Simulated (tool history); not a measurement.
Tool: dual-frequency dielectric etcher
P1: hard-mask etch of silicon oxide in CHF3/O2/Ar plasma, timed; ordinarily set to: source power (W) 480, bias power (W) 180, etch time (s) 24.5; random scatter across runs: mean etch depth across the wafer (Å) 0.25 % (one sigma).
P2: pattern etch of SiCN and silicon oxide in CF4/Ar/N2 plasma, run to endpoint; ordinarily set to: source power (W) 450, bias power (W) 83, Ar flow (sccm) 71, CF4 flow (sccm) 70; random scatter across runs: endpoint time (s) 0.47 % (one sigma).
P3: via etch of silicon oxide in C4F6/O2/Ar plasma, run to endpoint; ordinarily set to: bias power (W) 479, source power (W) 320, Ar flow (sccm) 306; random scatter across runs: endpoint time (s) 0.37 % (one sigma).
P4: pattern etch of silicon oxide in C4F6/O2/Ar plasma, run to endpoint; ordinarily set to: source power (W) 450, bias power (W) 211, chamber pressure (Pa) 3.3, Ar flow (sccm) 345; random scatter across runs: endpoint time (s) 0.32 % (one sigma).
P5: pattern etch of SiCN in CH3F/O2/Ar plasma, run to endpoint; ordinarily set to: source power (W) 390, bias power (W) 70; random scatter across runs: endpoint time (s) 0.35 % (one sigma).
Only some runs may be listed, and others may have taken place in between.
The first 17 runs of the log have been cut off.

run   hour  process that ran  source power (W)  bias power (W)  etch time (s)  Ar flow (sccm)  CF4 flow (sccm)  chamber pressure (Pa)  mean etch depth across the wafer (Å)  endpoint time (s)
 18  128.5                P4               300             211                            345                                     3.3                                                   14.924
 19  135.2                P1               480             180           24.5                                                                                        453.37
 20  140.1                P1               480             180             32                                                                                        592.43
 21  145.6                P5               390              90                                                                                                                            25.4
 22    154                P3               320             368                            306                                                                                           39.182
 23  160.4                P3               200             479                            306                                                                                           42.133
 24  168.5                P1               480             115           24.5                                                                                        393.49
 25  177.2                P1               480             180           24.5                                                                                        452.96
 26  185.6                P1               580             180           24.5                                                                                        485.63
 27  193.4                P1               360             145           24.5                                                                                        376.98

What will run 28 give?
 28  200.7                P2               450              83                             43               70                                                                               ?

Logged for run 28: endpoint time (s) 9.3148.

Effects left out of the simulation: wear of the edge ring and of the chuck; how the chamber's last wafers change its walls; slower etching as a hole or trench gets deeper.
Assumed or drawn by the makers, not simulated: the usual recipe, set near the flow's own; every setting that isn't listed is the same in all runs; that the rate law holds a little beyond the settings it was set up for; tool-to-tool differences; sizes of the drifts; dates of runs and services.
